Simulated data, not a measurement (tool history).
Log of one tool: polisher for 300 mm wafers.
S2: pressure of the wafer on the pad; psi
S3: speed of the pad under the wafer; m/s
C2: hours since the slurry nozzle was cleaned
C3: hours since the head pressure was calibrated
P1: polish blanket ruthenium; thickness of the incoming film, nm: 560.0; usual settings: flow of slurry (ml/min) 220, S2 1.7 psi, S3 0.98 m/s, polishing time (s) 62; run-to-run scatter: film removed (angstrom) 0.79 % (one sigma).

{"run": 1, "hour": 8.3, "flow of slurry (ml/min)": 220, "S2": 1.7, "S3": 0.98, "polishing time (s)": 62, "wafers polished on this pad": 357, "C2": 310.9, "C3": 296.1, "film removed (angstrom)": 542.32}
{"hour": 11.9, "done": "worn pad replaced by a new one"}
{"run": 2, "hour": 17.5, "flow of slurry (ml/min)": 220, "S2": 0.8, "S3": 0.98, "polishing time (s)": 62, "wafers polished on this pad": 72, "C2": 320.1, "C3": 305.3, "film removed (angstrom)": 251.2}
{"run": 3, "hour": 22.3, "flow of slurry (ml/min)": 220, "S2": 2.3, "S3": 0.98, "polishing time (s)": 62, "wafers polished on this pad": 133, "C2": 324.9, "C3": 310.1, "film removed (angstrom)": 726.88}
{"run": 4, "hour": 28.4, "flow of slurry (ml/min)": 130, "S2": 1.7, "S3": 0.98, "polishing time (s)": 62, "wafers polished on this pad": 212, "C2": 331.0, "C3": 316.2, "film removed (angstrom)": 497.65}
{"run": 5, "hour": 36.6, "flow of slurry (ml/min)": 320, "S2": 1.7, "S3": 0.98, "polishing time (s)": 62, "wafers polished on this pad": 317, "C2": 339.2, "C3": 324.4, "film removed (angstrom)": 553.77}
{"run": 6, "hour": 41.2, "flow of slurry (ml/min)": 220, "S2": 1.7, "S3": 0.98, "polishing time (s)": 62, "wafers polished on this pad": 376, "C2": 343.8, "C3": 329.0, "film removed (angstrom)": 538.19}
{"run": 7, "hour": 50.7, "flow of slurry (ml/min)": 220, "S2": 1.7, "S3": 0.98, "polishing time (s)": 62, "wafers polished on this pad": 498, "C2": 353.3, "C3": 338.5, "film removed (angstrom)": 540.81}
{"run": 8, "hour": 55.7, "flow of slurry (ml/min)": 220, "S2": 1.7, "S3": 1.48, "polishing time (s)": 62, "wafers polished on this pad": 562, "C2": 358.3, "C3": 343.5, "film removed (angstrom)": 813.51}
{"run": 9, "hour": 65.2, "flow of slurry (ml/min)": 220, "S2": 1.7, "S3": 0.52, "polishing time (s)": 62, "wafers polished on this pad": 684, "C2": 367.8, "C3": 353.0, "film removed (angstrom)": 287.23}
{"run": 10, "hour": 71.4, "flow of slurry (ml/min)": 220, "S2": 1.7, "S3": 0.98, "polishing time (s)": 62, "wafers polished on this pad": 764, "C2": 374.0, "C3": 359.2, "film removed (angstrom)": 540.28}
{"run": 11, "hour": 76.6, "flow of slurry (ml/min)": 220, "S2": 1.7, "S3": 0.98, "polishing time (s)": 83, "wafers polished on this pad": 831, "C2": 379.2, "C3": 364.4, "film removed (angstrom)": 716.1}
{"run": 12, "hour": 81.8, "flow of slurry (ml/min)": 220, "S2": 1.0, "S3": 0.98, "polishing time (s)": 30, "wafers polished on this pad": 898, "C2": 384.4, "C3": 369.6, "film removed (angstrom)": 153.53}
{"run": 13, "hour": 89.4, "flow of slurry (ml/min)": 220, "S2": 1.7, "S3": 0.98, "polishing time (s)": 40, "wafers polished on this pad": 995, "C2": 392.0, "C3": 377.2, "film removed (angstrom)": 352.95}
{"run": 14, "hour": 96.0, "flow of slurry (ml/min)": 220, "S2": 1.7, "S3": 0.98, "polishing time (s)": 62, "wafers polished on this pad": 1080, "C2": 398.6, "C3": 383.8, "film removed (angstrom)": 541.89}

Run 15 comes next. What will it give?
{"run": 15, "hour": 102.5, "flow of slurry (ml/min)": 220, "S2": 1.7, "S3": 0.98, "polishing time (s)": 62, "wafers polished on this pad": 1163, "C2": 405.1, "C3": 390.3, "film removed (angstrom)": "?"}

film removed (angstrom): 530.30
